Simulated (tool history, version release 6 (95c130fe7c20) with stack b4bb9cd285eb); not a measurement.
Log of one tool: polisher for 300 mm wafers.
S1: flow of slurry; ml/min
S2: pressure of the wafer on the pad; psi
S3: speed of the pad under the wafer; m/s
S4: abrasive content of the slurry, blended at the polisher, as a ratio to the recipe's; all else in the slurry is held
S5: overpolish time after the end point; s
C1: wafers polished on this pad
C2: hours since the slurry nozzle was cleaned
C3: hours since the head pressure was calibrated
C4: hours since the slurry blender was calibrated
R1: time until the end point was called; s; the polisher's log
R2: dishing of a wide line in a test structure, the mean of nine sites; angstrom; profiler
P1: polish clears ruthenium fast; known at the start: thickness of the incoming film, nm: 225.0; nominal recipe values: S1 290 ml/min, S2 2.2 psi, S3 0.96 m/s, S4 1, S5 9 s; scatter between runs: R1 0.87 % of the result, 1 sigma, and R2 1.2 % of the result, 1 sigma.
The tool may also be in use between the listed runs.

run 1 hour=10 | S1=290 S2=2.2 S3=0.96 S4=1 S5=9 | C1=588 C2=130.1 C3=608.7 C4=260.6 | R1=59.747 R2=295.28
run 2 hour=25.1 | S1=290 S2=2.2 S3=0.96 S4=0.5 S5=9 | C1=750 C2=145.2 C3=623.8 C4=275.7 | R1=86.142 R2=205.58
run 3 hour=42.3 | S1=290 S2=2.2 S3=0.96 S4=1 S5=3 | C1=934 C2=162.4 C3=641 C4=292.9 | R1=59.677 R2=102.81
run 4 hour=55.7 | S1=290 S2=2.2 S3=0.96 S4=1 S5=9 | C1=1078 C2=175.8 C3=654.4 C4=306.3 | R1=58.966 R2=291.81
run 5 hour=68.4 | S1=220 S2=2.2 S3=0.96 S4=1 S5=15 | C1=1214 C2=188.5 C3=667.1 C4=319 | R1=61.249 R2=471.39
run 6 hour=81.2 | S1=290 S2=2.2 S3=0.96 S4=1.4 S5=9 | C1=1351 C2=201.3 C3=679.9 C4=331.8 | R1=51.463 R2=338.97
run 7 hour=88.6 | S1=290 S2=2.2 S3=0.46 S4=1 S5=9 | C1=1430 C2=208.7 C3=687.3 C4=339.2 | R1=125.38 R2=145.55
run 8 hour=98.2 | S1=290 S2=3.4 S3=0.96 S4=1 S5=5 | C1=1533 C2=218.3 C3=696.9 C4=348.8 | R1=38.282 R2=256.55
run 9 hour=106.9 | S1=455 S2=2.2 S3=0.96 S4=1 S5=9 | C1=1626 C2=227 C3=705.6 C4=357.5 | R1=57.115 R2=304.04
run 10 hour=116.7 | S1=290 S2=2.2 S3=0.96 S4=1 S5=9 | C1=1731 C2=236.8 C3=715.4 C4=367.3 | R1=58.973 R2=303.04
run 11 hour=133.5 | S1=290 S2=2.2 S3=0.96 S4=1 S5=9 | C1=1911 C2=253.6 C3=732.2 C4=384.1 | R1=59.386 R2=294.24
run 12 hour=146.9 | S1=290 S2=3.4 S3=0.96 S4=1 S5=9 | C1=2055 C2=267 C3=745.6 C4=397.5 | R1=38.353 R2=443.35
run 13 hour=162.3 | S1=290 S2=2.2 S3=1.48 S4=1 S5=9 | C1=2220 C2=282.4 C3=761 C4=412.9 | R1=38.385 R2=442.33
run 14 hour=177.9 | S1=290 S2=2.2 S3=0.96 S4=1 S5=9 | C1=2387 C2=298 C3=776.6 C4=428.5 | R1=58.899 R2=301.33
run 15 hour=193.8 | S1=290 S2=2.2 S3=0.96 S4=1 S5=14 | C1=2557 C2=313.9 C3=792.5 C4=444.4 | R1=59.852 R2=456.36
run 16 hour=206.8 | S1=290 S2=1.3 S3=0.96 S4=1 S5=9 | C1=2696 C2=326.9 C3=805.5 C4=457.4 | R1=101.93 R2=177.52
run 17 hour=214.7 | S1=205 S2=2.2 S3=0.96 S4=1 S5=9 | C1=2781 C2=334.8 C3=813.4 C4=465.3 | R1=62.871 R2=289.36
run 18 hour=222.8 | S1=290 S2=2.2 S3=0.96 S4=1 S5=9 | C1=2868 C2=342.9 C3=821.5 C4=473.4 | R1=58.255 R2=296.25
run 19 hour=239 | S1=290 S2=2.2 S3=0.96 S4=1 S5=9 | C1=3041 C2=359.1 C3=837.7 C4=489.6 | R1=63.014 R2=277.95
run 20 hour=248.3 | S1=290 S2=2.2 S3=0.96 S4=1 S5=9 | C1=3141 C2=368.4 C3=847 C4=498.9 | R1=65.04 R2=281.88
-- hour=254.2 slurry nozzle cleaned
run 21 hour=256.7 | S1=290 S2=2.2 S3=0.96 S4=1 S5=9 | C1=3231 C2=2.6 C3=855.4 C4=507.3 | R1=65.018 R2=267.85
run 22 hour=265.9 | S1=290 S2=2.2 S3=0.96 S4=1 S5=9 | C1=3329 C2=11.8 C3=864.6 C4=516.5 | R1=65.011 R2=276.42
-- hour=266.4 head pressure recalibrated
run 23 hour=283.1 | S1=290 S2=2.2 S3=0.96 S4=1 S5=9 | C1=3514 C2=29 C3=16.8 C4=533.7 | R1=65.733 R2=268.64
run 24 hour=297.3 | S1=290 S2=2.2 S3=0.96 S4=1 S5=9 | C1=3666 C2=43.2 C3=31 C4=547.9 | R1=66.344 R2=265.4

Something has made what P1 gives creep away from where it was; the 2 causes below, each at its own stated size, fit the log equally well:
A: abrasive missing from the slurry, % = 18.5
B: removal rate lost through wear of the pad, % = 9.35
At approximately hour 222.8, the process output began to creep.
Each remaining cause and why it is not a fit:
slurry flow missing at the pad, %: work on it at hour 254.2, done after the drift set in, did not restore what the process gave before
head's pressure below its setpoint, %: work on it at hour 266.4, done after the drift set in, did not restore what the process gave before

Each of the check runs listed below is run on 5 wafers and reports their average, with the results left as question marks. Pick the one under which the possible causes would lead to clearly different results.
run check 1 hour=311.5 | S1=395 S2=2.2 S3=0.5 S4=1 S5=9 | R1=? R2=?
run check 2 hour=311.5 | S1=290 S2=2.2 S3=0.96 S4=1 S5=4 | R1=? R2=?
run check 3 hour=311.5 | S1=290 S2=3.2 S3=0.96 S4=1 S5=3 | R1=? R2=?
run check 4 hour=311.5 | S1=210 S2=2.2 S3=0.96 S4=0.55 S5=9 | R1=? R2=?

What every check run would give for each of its results, assuming each possible cause in turn:
check=check_1 result=R1 if_A=123.04 if_B=123.04
check=check_1 result=R2 if_A=146.93 if_B=146.93
check=check_2 result=R1 if_A=65.69 if_B=65.688
check=check_2 result=R2 if_A=122.82 if_B=122.82
check=check_3 result=R1 if_A=45.162 if_B=45.16
check=check_3 result=R2 if_A=133.74 if_B=133.74
check=check_4 result=R1 if_A=96.17 if_B=93.327
check=check_4 result=R2 if_A=186.7 if_B=192.2
Minimum pairwise separation of causes per check, each pair taken at its best-separating result: check 1 0 %; check 2 0 %; check 3 0 %; check 4 3 %
Check 4 distinguishes between the causes, while the remaining checks would return nearly the same result for all of them.

Here is what check 4 returned: R1 96.512 s; R2 185.21 angstrom. Which cause is it?

Of the candidate causes, it is A: abrasive missing from the slurry, %.
